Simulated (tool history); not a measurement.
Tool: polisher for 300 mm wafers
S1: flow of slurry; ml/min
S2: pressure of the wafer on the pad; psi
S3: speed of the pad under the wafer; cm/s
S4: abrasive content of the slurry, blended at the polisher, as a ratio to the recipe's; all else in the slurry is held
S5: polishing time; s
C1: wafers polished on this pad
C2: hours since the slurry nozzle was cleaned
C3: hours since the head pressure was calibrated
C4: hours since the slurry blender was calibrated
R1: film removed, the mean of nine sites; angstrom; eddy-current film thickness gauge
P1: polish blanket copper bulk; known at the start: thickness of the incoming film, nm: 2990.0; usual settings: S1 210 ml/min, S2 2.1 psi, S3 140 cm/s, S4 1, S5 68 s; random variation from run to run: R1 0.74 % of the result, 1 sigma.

{"run": 1, "hour": 6.1, "S1": 210, "S2": 2.1, "S3": 140, "S4": 1, "S5": 68, "C1": 462, "C2": 71.4, "C3": 363.8, "C4": 73.4, "R1": 6802.2}
{"run": 2, "hour": 13.8, "S1": 330, "S2": 2.1, "S3": 140, "S4": 1, "S5": 68, "C1": 513, "C2": 79.1, "C3": 371.5, "C4": 81.1, "R1": 7080.8}
{"run": 3, "hour": 22.1, "S1": 125, "S2": 2.1, "S3": 140, "S4": 1, "S5": 68, "C1": 567, "C2": 87.4, "C3": 379.8, "C4": 89.4, "R1": 6190.9}
{"run": 4, "hour": 33.7, "S1": 210, "S2": 2.1, "S3": 140, "S4": 1, "S5": 68, "C1": 643, "C2": 99, "C3": 391.4, "C4": 101, "R1": 6769.7}
{"hour": 41.1, "done": "slurry nozzle cleaned"}
{"run": 5, "hour": 42.9, "S1": 125, "S2": 2.1, "S3": 140, "S4": 1, "S5": 97, "C1": 704, "C2": 1.8, "C3": 400.6, "C4": 110.2, "R1": 8843}
{"run": 6, "hour": 54.2, "S1": 210, "S2": 2.1, "S3": 202, "S4": 1, "S5": 68, "C1": 778, "C2": 13.1, "C3": 411.9, "C4": 121.5, "R1": 9698.5}
{"run": 7, "hour": 64.8, "S1": 210, "S2": 2.1, "S3": 140, "S4": 1, "S5": 68, "C1": 847, "C2": 23.7, "C3": 422.5, "C4": 132.1, "R1": 6765.5}
{"run": 8, "hour": 75.9, "S1": 210, "S2": 2.1, "S3": 140, "S4": 1, "S5": 104, "C1": 920, "C2": 34.8, "C3": 433.6, "C4": 143.2, "R1": 10300}
{"run": 9, "hour": 84.3, "S1": 210, "S2": 2.1, "S3": 140, "S4": 1, "S5": 68, "C1": 975, "C2": 43.2, "C3": 442, "C4": 151.6, "R1": 6724.1}
{"run": 10, "hour": 93.2, "S1": 210, "S2": 1.1, "S3": 140, "S4": 1, "S5": 68, "C1": 1034, "C2": 52.1, "C3": 450.9, "C4": 160.5, "R1": 3552.5}
{"run": 11, "hour": 102.2, "S1": 210, "S2": 2.1, "S3": 140, "S4": 1, "S5": 68, "C1": 1093, "C2": 61.1, "C3": 459.9, "C4": 169.5, "R1": 6720.8}
{"run": 12, "hour": 109.3, "S1": 210, "S2": 2.9, "S3": 140, "S4": 1, "S5": 68, "C1": 1139, "C2": 68.2, "C3": 467, "C4": 176.6, "R1": 9312.4}
{"run": 13, "hour": 120.1, "S1": 210, "S2": 2.1, "S3": 140, "S4": 1, "S5": 31, "C1": 1210, "C2": 79, "C3": 477.8, "C4": 187.4, "R1": 3092.8}
{"run": 14, "hour": 128.9, "S1": 210, "S2": 2.1, "S3": 140, "S4": 1.3, "S5": 68, "C1": 1268, "C2": 87.8, "C3": 486.6, "C4": 196.2, "R1": 7235.5}
{"hour": 130.1, "done": "slurry blender recalibrated"}
{"run": 15, "hour": 134.2, "S1": 210, "S2": 2.1, "S3": 140, "S4": 0.5, "S5": 68, "C1": 1302, "C2": 93.1, "C3": 491.9, "C4": 4.2, "R1": 5900.4}
{"run": 16, "hour": 145.4, "S1": 210, "S2": 2.1, "S3": 64, "S4": 1, "S5": 68, "C1": 1376, "C2": 104.3, "C3": 503.1, "C4": 15.4, "R1": 3099.8}
{"run": 17, "hour": 151.0, "S1": 210, "S2": 2.1, "S3": 140, "S4": 1, "S5": 68, "C1": 1413, "C2": 109.9, "C3": 508.7, "C4": 21, "R1": 6772.8}
{"run": 18, "hour": 161.9, "S1": 210, "S2": 2.1, "S3": 140, "S4": 1, "S5": 68, "C1": 1484, "C2": 120.8, "C3": 519.6, "C4": 31.9, "R1": 6901.2}
{"run": 19, "hour": 169.7, "S1": 210, "S2": 2.1, "S3": 140, "S4": 1, "S5": 68, "C1": 1535, "C2": 128.6, "C3": 527.4, "C4": 39.7, "R1": 6670.8}
{"run": 20, "hour": 179.3, "S1": 210, "S2": 2.1, "S3": 140, "S4": 1, "S5": 68, "C1": 1598, "C2": 138.2, "C3": 537, "C4": 49.3, "R1": 6572.5}
{"run": 21, "hour": 189.9, "S1": 210, "S2": 2.1, "S3": 140, "S4": 1, "S5": 68, "C1": 1668, "C2": 148.8, "C3": 547.6, "C4": 59.9, "R1": 6456.5}
{"hour": 192.6, "done": "worn pad replaced by a new one"}
{"run": 22, "hour": 198.7, "S1": 210, "S2": 2.1, "S3": 140, "S4": 1, "S5": 68, "C1": 40, "C2": 157.6, "C3": 556.4, "C4": 68.7, "R1": 6420.5}
{"hour": 199.5, "done": "slurry blender recalibrated"}
{"run": 23, "hour": 205.0, "S1": 210, "S2": 2.1, "S3": 140, "S4": 1, "S5": 68, "C1": 81, "C2": 163.9, "C3": 562.7, "C4": 5.6, "R1": 6391.5}
{"run": 24, "hour": 213.3, "S1": 210, "S2": 2.1, "S3": 140, "S4": 1, "S5": 68, "C1": 135, "C2": 172.2, "C3": 571, "C4": 13.9, "R1": 6369.9}
{"run": 25, "hour": 222.6, "S1": 210, "S2": 2.1, "S3": 140, "S4": 1, "S5": 68, "C1": 196, "C2": 181.5, "C3": 580.3, "C4": 23.2, "R1": 6398.2}
{"run": 26, "hour": 231.5, "S1": 210, "S2": 2.1, "S3": 140, "S4": 1, "S5": 68, "C1": 255, "C2": 190.4, "C3": 589.2, "C4": 32.1, "R1": 6391.2}
{"run": 27, "hour": 240.3, "S1": 210, "S2": 2.1, "S3": 140, "S4": 1, "S5": 68, "C1": 312, "C2": 199.2, "C3": 598, "C4": 40.9, "R1": 6309.5}

What P1 gives has crept away from where it was. These 2 causes fit the log equally well, each at the size given:
A: slurry flow missing at the pad, % = 34.6
B: head's pressure below its setpoint, % = 6.34
The creep began at about hour 161.9.
Why every other cause is out:
removal rate lost through wear of the pad, %: serviced at hour 192.6, which brought nothing back
abrasive missing from the slurry, %: serviced at hour 199.5, which brought nothing back

4 check runs are offered, each on 2 wafers whose results are averaged, their results left as question marks. Which one tells the causes apart?
{"run": "check 1", "hour": 249.1, "S1": 125, "S2": 2.1, "S3": 140, "S4": 1.2, "S5": 68, "R1": "?"}
{"run": "check 2", "hour": 249.1, "S1": 210, "S2": 1.4, "S3": 140, "S4": 1, "S5": 99, "R1": "?"}
{"run": "check 3", "hour": 249.1, "S1": 210, "S2": 2.1, "S3": 76, "S4": 1, "S5": 68, "R1": "?"}
{"run": "check 4", "hour": 249.1, "S1": 210, "S2": 2.1, "S3": 76, "S4": 0.7, "S5": 68, "R1": "?"}

What each check would give under each cause:
check=check_1 result=R1 if_A=5831.3 if_B=6066
check=check_2 result=R1 if_A=6154.6 if_B=6154.6
check=check_3 result=R1 if_A=3442.3 if_B=3442.3
check=check_4 result=R1 if_A=3194.2 if_B=3194.3
How far apart the two closest causes lie, in the result that separates them most: check 1 3.95 %; check 2 0 %; check 3 0 %; check 4 0 %
Check 1 tells the causes apart: in the others they would give nearly the same result.

Check 1 was then run and gave: R1 5832 angstrom. Which cause is it?

It is A: slurry flow missing at the pad, %.
